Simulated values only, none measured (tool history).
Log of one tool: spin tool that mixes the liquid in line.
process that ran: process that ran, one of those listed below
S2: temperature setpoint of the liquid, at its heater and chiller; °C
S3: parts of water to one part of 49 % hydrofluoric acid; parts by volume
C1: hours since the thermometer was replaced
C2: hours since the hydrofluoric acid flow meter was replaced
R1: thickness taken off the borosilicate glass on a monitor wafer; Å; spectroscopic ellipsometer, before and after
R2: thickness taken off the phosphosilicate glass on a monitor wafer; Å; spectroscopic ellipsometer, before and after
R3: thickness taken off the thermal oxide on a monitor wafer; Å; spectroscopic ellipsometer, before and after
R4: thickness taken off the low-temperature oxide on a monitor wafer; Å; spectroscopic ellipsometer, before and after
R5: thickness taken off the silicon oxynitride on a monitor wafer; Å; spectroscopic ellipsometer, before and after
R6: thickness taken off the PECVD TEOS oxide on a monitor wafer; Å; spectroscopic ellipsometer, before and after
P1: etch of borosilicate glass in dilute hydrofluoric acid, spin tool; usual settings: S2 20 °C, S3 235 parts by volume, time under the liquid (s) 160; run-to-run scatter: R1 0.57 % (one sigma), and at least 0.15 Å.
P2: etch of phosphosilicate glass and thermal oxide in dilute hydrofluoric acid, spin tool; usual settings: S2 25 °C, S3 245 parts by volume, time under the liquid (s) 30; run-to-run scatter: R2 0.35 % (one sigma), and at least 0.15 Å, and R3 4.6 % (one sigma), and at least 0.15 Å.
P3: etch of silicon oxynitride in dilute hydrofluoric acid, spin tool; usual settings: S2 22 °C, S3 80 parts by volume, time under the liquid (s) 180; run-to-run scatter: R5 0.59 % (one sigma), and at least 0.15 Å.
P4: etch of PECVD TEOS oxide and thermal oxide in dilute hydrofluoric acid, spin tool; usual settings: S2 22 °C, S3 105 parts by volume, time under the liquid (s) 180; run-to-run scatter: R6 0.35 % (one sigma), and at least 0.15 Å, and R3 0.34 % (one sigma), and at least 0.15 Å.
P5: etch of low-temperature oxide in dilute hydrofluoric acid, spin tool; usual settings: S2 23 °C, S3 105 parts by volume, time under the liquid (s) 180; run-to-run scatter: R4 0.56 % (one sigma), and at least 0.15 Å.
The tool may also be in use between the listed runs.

run 1 hour=11.6 | process_that_ran=P1 S2=20 S3=235 time_under_the_liquid_(s)=160 | C1=482.5 C2=917 | R1=175.42
run 2 hour=23.9 | process_that_ran=P2 S2=25 S3=245 time_under_the_liquid_(s)=30 | C1=494.8 C2=929.3 | R2=175.17 R3=5.2282
run 3 hour=32 | process_that_ran=P1 S2=20 S3=235 time_under_the_liquid_(s)=160 | C1=502.9 C2=937.4 | R1=177.42
run 4 hour=43 | process_that_ran=P5 S2=23 S3=105 time_under_the_liquid_(s)=180 | C1=513.9 C2=948.4 | R4=448.7
run 5 hour=50.4 | process_that_ran=P1 S2=20 S3=235 time_under_the_liquid_(s)=160 | C1=521.3 C2=955.8 | R1=178.23
run 6 hour=58.3 | process_that_ran=P5 S2=23 S3=105 time_under_the_liquid_(s)=320 | C1=529.2 C2=963.7 | R4=814.04
run 7 hour=65.6 | process_that_ran=P1 S2=17 S3=375 time_under_the_liquid_(s)=160 | C1=536.5 C2=971 | R1=88.199
run 8 hour=76.2 | process_that_ran=P1 S2=20 S3=235 time_under_the_liquid_(s)=40 | C1=547.1 C2=981.6 | R1=44.197
run 9 hour=83.7 | process_that_ran=P1 S2=27 S3=235 time_under_the_liquid_(s)=160 | C1=554.6 C2=989.1 | R1=231.27
run 10 hour=92 | process_that_ran=P2 S2=18.5 S3=245 time_under_the_liquid_(s)=30 | C1=562.9 C2=997.4 | R2=137.81 R3=3.7599
run 11 hour=107.2 | process_that_ran=P1 S2=20 S3=45 time_under_the_liquid_(s)=160 | C1=578.1 C2=1012.6 | R1=1136.8
run 12 hour=122.6 | process_that_ran=P1 S2=20 S3=235 time_under_the_liquid_(s)=160 | C1=593.5 C2=1028 | R1=178.97
run 13 hour=135.6 | process_that_ran=P1 S2=20 S3=235 time_under_the_liquid_(s)=250 | C1=606.5 C2=1041 | R1=278.06
run 14 hour=143.4 | process_that_ran=P3 S2=22 S3=80 time_under_the_liquid_(s)=180 | C1=614.3 C2=1048.8 | R5=63.716
run 15 hour=156.1 | process_that_ran=P1 S2=20 S3=360 time_under_the_liquid_(s)=160 | C1=627 C2=1061.5 | R1=104.1
run 16 hour=166.6 | process_that_ran=P5 S2=28 S3=105 time_under_the_liquid_(s)=180 | C1=637.5 C2=1072 | R4=549.39
run 17 hour=179.9 | process_that_ran=P4 S2=22 S3=180 time_under_the_liquid_(s)=180 | C1=650.8 C2=1085.3 | R3=40.823 R6=70.374
run 18 hour=191.4 | process_that_ran=P5 S2=23 S3=105 time_under_the_liquid_(s)=180 | C1=662.3 C2=1096.8 | R4=452.99
run 19 hour=206.7 | process_that_ran=P4 S2=22 S3=105 time_under_the_liquid_(s)=45 | C1=677.6 C2=1112.1 | R3=18.906 R6=32.967
run 20 hour=214.2 | process_that_ran=P4 S2=22 S3=105 time_under_the_liquid_(s)=180 | C1=685.1 C2=1119.6 | R3=75.309 R6=130.95
run 21 hour=227.7 | process_that_ran=P4 S2=29 S3=105 time_under_the_liquid_(s)=180 | C1=698.6 C2=1133.1 | R3=99.683 R6=172.67
run 22 hour=241.1 | process_that_ran=P2 S2=25 S3=245 time_under_the_liquid_(s)=15 | C1=712 C2=1146.5 | R2=88.24 R3=2.5629
run 23 hour=249.4 | process_that_ran=P1 S2=20 S3=235 time_under_the_liquid_(s)=160 | C1=720.3 C2=1154.8 | R1=178.44
run 24 hour=258.2 | process_that_ran=P3 S2=18 S3=80 time_under_the_liquid_(s)=180 | C1=729.1 C2=1163.6 | R5=52.543
run 25 hour=270.6 | process_that_ran=P1 S2=17 S3=235 time_under_the_liquid_(s)=295 | C1=741.5 C2=1176 | R1=292.17
run 26 hour=283.9 | process_that_ran=P1 S2=17 S3=235 time_under_the_liquid_(s)=160 | C1=754.8 C2=1189.3 | R1=158.87
run 27 hour=298.7 | process_that_ran=P3 S2=22 S3=25 time_under_the_liquid_(s)=180 | C1=769.6 C2=1204.1 | R5=211.98
run 28 hour=306.4 | process_that_ran=P4 S2=22 S3=105 time_under_the_liquid_(s)=180 | C1=777.3 C2=1211.8 | R3=75.664 R6=131.03
run 29 hour=320.9 | process_that_ran=P3 S2=22 S3=80 time_under_the_liquid_(s)=265 | C1=791.8 C2=1226.3 | R5=93.744
run 30 hour=328.2 | process_that_ran=P2 S2=25 S3=55 time_under_the_liquid_(s)=30 | C1=799.1 C2=1233.6 | R2=979.23 R3=28.269
run 31 hour=341.6 | process_that_ran=P2 S2=25 S3=245 time_under_the_liquid_(s)=30 | C1=812.5 C2=1247 | R2=175.17 R3=5.0695
run 32 hour=357 | process_that_ran=P5 S2=23 S3=60 time_under_the_liquid_(s)=180 | C1=827.9 C2=1262.4 | R4=837.75
run 33 hour=370.2 | process_that_ran=P1 S2=20 S3=235 time_under_the_liquid_(s)=160 | C1=841.1 C2=1275.6 | R1=176.78
run 34 hour=381 | process_that_ran=P1 S2=20 S3=235 time_under_the_liquid_(s)=160 | C1=851.9 C2=1286.4 | R1=183.91
run 35 hour=388.5 | process_that_ran=P1 S2=20 S3=235 time_under_the_liquid_(s)=160 | C1=859.4 C2=1293.9 | R1=183.57
run 36 hour=403.9 | process_that_ran=P1 S2=20 S3=235 time_under_the_liquid_(s)=160 | C1=874.8 C2=1309.3 | R1=187.58
run 37 hour=418.8 | process_that_ran=P1 S2=20 S3=235 time_under_the_liquid_(s)=160 | C1=889.7 C2=1324.2 | R1=191.92
run 38 hour=427.8 | process_that_ran=P1 S2=20 S3=235 time_under_the_liquid_(s)=160 | C1=898.7 C2=1333.2 | R1=191.02
run 39 hour=439.4 | process_that_ran=P1 S2=20 S3=235 time_under_the_liquid_(s)=160 | C1=910.3 C2=1344.8 | R1=190.62
run 40 hour=452.3 | process_that_ran=P1 S2=20 S3=235 time_under_the_liquid_(s)=160 | C1=923.2 C2=1357.7 | R1=191.54
run 41 hour=462.9 | process_that_ran=P1 S2=20 S3=235 time_under_the_liquid_(s)=160 | C1=933.8 C2=1368.3 | R1=191.12
run 42 hour=471.5 | process_that_ran=P1 S2=20 S3=235 time_under_the_liquid_(s)=160 | C1=942.4 C2=1376.9 | R1=191.3
run 43 hour=483.7 | process_that_ran=P1 S2=20 S3=235 time_under_the_liquid_(s)=160 | C1=954.6 C2=1389.1 | R1=192.76
run 44 hour=493.8 | process_that_ran=P1 S2=20 S3=235 time_under_the_liquid_(s)=160 | C1=964.7 C2=1399.2 | R1=192.87

What P1 gives has crept away from where it was. These 2 causes fit the log equally well, each at the size given:
A: hydrofluoric acid flow above the setpoint (%) = 7.19
B: liquid hotter than its thermometer reads (K) = 2.26
The creep began at about hour 370.2.

4 check runs are offered, each on 2 wafers whose results are averaged, their results left as question marks. Which one tells the causes apart?
run check 1 hour=503.9 | process_that_ran=P3 S2=22 S3=80 time_under_the_liquid_(s)=260 | R5=?
run check 2 hour=503.9 | process_that_ran=P5 S2=27 S3=105 time_under_the_liquid_(s)=285 | R4=?
run check 3 hour=503.9 | process_that_ran=P4 S2=29 S3=105 time_under_the_liquid_(s)=180 | R3=? R6=?
run check 4 hour=503.9 | process_that_ran=P2 S2=19 S3=245 time_under_the_liquid_(s)=30 | R2=? R3=?

What each check would give under each cause:
check=check_1 result=R5 if_A=98.586 if_B=102.12
check=check_2 result=R4 if_A=911.22 if_B=917.81
check=check_3 result=R3 if_A=107.38 if_B=107.93
check=check_3 result=R6 if_A=186.7 if_B=187.67
check=check_4 result=R2 if_A=153.14 if_B=153.19
check=check_4 result=R3 if_A=4.3945 if_B=4.3959
How far apart the two closest causes lie, in the result that separates them most: check 1 3.52 %; check 2 0.72 %; check 3 0.52 %; check 4 0.03 %
Only check 1 tells the causes apart: in the others they would give nearly the same result.

Check 1 was then run and gave: R5 97.904 Å. Which cause is it?

It is A: hydrofluoric acid flow above the setpoint (%).
